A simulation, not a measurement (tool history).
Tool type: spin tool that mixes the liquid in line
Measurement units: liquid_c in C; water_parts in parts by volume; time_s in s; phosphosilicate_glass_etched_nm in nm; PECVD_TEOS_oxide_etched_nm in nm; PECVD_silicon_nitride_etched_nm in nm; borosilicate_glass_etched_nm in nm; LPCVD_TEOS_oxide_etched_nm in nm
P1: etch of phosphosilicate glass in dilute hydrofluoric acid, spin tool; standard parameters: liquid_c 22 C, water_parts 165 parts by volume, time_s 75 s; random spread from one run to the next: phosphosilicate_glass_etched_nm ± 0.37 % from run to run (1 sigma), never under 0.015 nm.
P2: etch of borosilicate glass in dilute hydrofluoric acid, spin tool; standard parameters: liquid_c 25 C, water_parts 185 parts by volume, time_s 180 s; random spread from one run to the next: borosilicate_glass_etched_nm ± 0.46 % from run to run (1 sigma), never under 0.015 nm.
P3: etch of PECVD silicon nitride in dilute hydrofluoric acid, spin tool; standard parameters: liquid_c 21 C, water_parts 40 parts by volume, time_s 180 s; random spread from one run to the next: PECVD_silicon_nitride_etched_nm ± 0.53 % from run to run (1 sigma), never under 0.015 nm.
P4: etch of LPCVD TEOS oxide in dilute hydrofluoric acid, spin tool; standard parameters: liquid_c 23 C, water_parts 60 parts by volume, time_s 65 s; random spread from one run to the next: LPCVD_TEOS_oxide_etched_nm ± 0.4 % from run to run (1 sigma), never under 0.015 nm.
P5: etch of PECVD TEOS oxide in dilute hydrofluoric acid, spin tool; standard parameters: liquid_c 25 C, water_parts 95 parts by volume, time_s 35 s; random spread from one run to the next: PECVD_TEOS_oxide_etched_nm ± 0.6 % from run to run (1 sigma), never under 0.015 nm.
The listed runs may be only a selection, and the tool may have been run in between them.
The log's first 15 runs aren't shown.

run,day,process,liquid_c,water_parts,time_s,hours since the thermometer was replaced,hours since the hydrofluoric acid flow meter was replaced,phosphosilicate_glass_etched_nm,PECVD_TEOS_oxide_etched_nm,PECVD_silicon_nitride_etched_nm,borosilicate_glass_etched_nm,LPCVD_TEOS_oxide_etched_nm
16,4.896,P1,22,165,75,1554.3,352.9,23.9990,,,,
17,5.104,P1,22,165,15,1559.3,357.9,4.7692,,,,
18,5.396,P1,22,165,110,1566.3,364.9,34.8960,,,,
19,5.783,P1,22,165,75,1575.6,374.2,23.9640,,,,
20,6.088,P1,22,70,15,1582.9,381.5,12.5750,,,,
21,6.267,P1,22,165,75,1587.2,385.8,23.8030,,,,
22,6.667,P4,23,60,65,1596.8,395.4,,,,,35.612
23,6.988,P2,25,290,180,1604.5,403.1,,,,16.470,
24,7.350,P4,28,60,65,1613.2,411.8,,,,,43.852
25,7.654,P4,23,20,65,1620.5,419.1,,,,,113.600
26,8.058,P5,25,135,35,1630.2,428.8,,3.8185,,,

For run 27, what comes out?
27,8.258,P3,21,20,180,1635.0,433.6,,,?,,

{"run 27": {"PECVD_silicon_nitride_etched_nm": 32.96}}

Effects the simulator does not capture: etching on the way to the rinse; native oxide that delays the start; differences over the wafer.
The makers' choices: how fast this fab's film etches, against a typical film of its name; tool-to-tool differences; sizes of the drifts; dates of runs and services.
